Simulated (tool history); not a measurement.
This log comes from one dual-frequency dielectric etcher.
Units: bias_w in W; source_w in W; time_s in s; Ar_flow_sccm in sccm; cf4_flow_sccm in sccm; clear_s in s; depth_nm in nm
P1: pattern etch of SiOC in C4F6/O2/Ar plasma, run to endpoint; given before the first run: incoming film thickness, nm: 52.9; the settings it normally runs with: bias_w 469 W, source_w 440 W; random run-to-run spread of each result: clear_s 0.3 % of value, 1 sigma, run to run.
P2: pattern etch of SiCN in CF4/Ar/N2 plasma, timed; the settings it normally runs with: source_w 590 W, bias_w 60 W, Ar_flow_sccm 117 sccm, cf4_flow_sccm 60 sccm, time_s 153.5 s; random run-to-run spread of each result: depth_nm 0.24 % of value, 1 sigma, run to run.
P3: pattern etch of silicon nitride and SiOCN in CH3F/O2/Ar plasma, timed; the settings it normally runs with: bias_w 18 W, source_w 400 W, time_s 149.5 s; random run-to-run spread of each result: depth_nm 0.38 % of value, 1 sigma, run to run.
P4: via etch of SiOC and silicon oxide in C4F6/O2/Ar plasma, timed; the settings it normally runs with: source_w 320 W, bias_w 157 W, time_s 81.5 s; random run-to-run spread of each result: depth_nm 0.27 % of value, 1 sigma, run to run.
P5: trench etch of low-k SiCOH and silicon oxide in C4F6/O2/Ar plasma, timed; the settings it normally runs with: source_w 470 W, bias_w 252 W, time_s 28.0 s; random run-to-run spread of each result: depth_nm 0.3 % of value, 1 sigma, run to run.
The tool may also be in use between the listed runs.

run,hour,process,bias_w,source_w,time_s,Ar_flow_sccm,cf4_flow_sccm,hours since the last wet clean,hours since the last bias power generator calibration,hours since the last source power generator calibration,clear_s,depth_nm
1,2.3,P1,469,440,,,,70.2,2534.6,1475.2,18.040,
2,6.2,P5,252,470,28.0,,,74.1,2538.5,1479.1,,101.160
3,10.3,P2,60,590,153.5,70,60,78.2,2542.6,1483.2,,163.840
4,12.7,P1,469,270,,,,80.6,2545.0,1485.6,21.805,
5,17.3,P1,469,440,,,,85.2,2549.6,1490.2,18.240,
6,19.9,P5,252,350,28.0,,,87.8,2552.2,1492.8,,90.314
7,22.6,P3,18,400,86.0,,,90.5,2554.9,1495.5,,10.598
8,26.4,P2,47,590,153.5,117,60,94.3,2558.7,1499.3,,138.270
9,29.4,P2,60,590,153.5,117,60,97.3,2561.7,1502.3,,150.160
10,34.3,P4,157,320,113.5,,,102.2,2566.6,1507.2,,110.080
11,39.6,P4,193,320,81.5,,,107.5,2571.9,1512.5,,84.869
12,44.2,P3,22,400,149.5,,,112.1,2576.5,1517.1,,19.996
13,47.8,P1,469,440,,,,115.7,2580.1,1520.7,18.126,
14,51.6,P1,612,440,,,,119.5,2583.9,1524.5,16.457,
15,55.0,P3,18,400,149.5,,,122.9,2587.3,1527.9,,18.437
16,59.1,P3,18,270,149.5,,,127.0,2591.4,1532.0,,15.971
17,62.0,P4,157,220,81.5,,,129.9,2594.3,1534.9,,68.565
18,66.9,P5,252,470,37.0,,,134.8,2599.2,1539.8,,133.780
19,72.0,P2,60,590,153.5,117,82,139.9,2604.3,1544.9,,159.150
20,77.3,P1,469,520,,,,145.2,2609.6,1550.2,17.033,
21,81.7,P1,469,440,,,,149.6,2614.0,1554.6,18.182,
# hour 82.7: source power generator calibrated
22,87.0,P5,339,470,28.0,,,154.9,2619.3,4.3,,112.180
23,91.4,P2,60,590,153.5,117,60,159.3,2623.7,8.7,,151.040
24,95.8,P2,60,750,153.5,117,60,163.7,2628.1,13.1,,186.240
25,99.6,P1,376,440,,,,167.5,2631.9,16.9,19.649,
26,104.6,P1,344,270,,,,172.5,2636.9,21.9,24.298,
27,108.9,P2,60,590,207.0,117,60,176.8,2641.2,26.2,,203.710
28,113.7,P4,157,320,81.5,,,181.6,2646.0,31.0,,78.822
29,117.5,P1,469,440,,,,185.4,2649.8,34.8,18.116,
30,121.8,P1,469,440,,,,189.7,2654.1,39.1,17.991,
31,124.4,P1,469,440,,,,192.3,2656.7,41.7,18.034,
32,128.4,P1,469,440,,,,196.3,2660.7,45.7,17.925,
# hour 129.5: wet clean of the chamber
33,130.9,P1,469,440,,,,1.4,2663.2,48.2,17.907,
34,135.0,P1,469,440,,,,5.5,2667.3,52.3,17.897,
35,137.5,P1,469,440,,,,8.0,2669.8,54.8,17.935,
36,141.0,P1,469,440,,,,11.5,2673.3,58.3,17.966,
37,144.5,P1,469,440,,,,15.0,2676.8,61.8,17.856,

The log shows P1 creeping away from where it was. Any of the 2 causes listed here, at the size stated for it, fits the log just as well as the others:
A: bias power that arrives over what is set, % = 4.18
B: source power that arrives over what is set, % = 4.16
The drift started at roughly hour 117.5.
The rest of the possible causes, and what rules out each one:
chamber walls in a state that raises the etch rate, %: work on it at hour 129.5, done after the drift set in, did not restore what the process gave before

Listed below are the offered check runs, one wafer per run, with question marks in place of results. For which of them would the causes give clearly different outcomes?
check 1,148.0,P2,60,590,153.5,117,60,,,,,?
check 2,148.0,P3,18,400,149.5,,,,,,,?
check 3,148.0,P5,252,470,28.0,,,,,,,?
check 4,148.0,P4,157,320,81.5,,,,,,,?

What every check run would give for each of its results, assuming each possible cause in turn:
check,result,if A,if B
check 1,depth_nm,152.830,156.180
check 2,depth_nm,18.805,18.747
check 3,depth_nm,102.570,102.760
check 4,depth_nm,80.118,80.341
Separation of the two closest causes in each check, using whichever result separates them best: check 1 2.17 %; check 2 0.31 %; check 3 0.19 %; check 4 0.28 %
Of the check runs offered, only check 1 discriminates between the causes; the rest would read about the same regardless of which cause applies.

With check 1 done, the readings were: depth_nm 152.730 nm. Identify which of the listed causes applies.

The correct cause is A, namely: bias power that arrives over what is set, %.
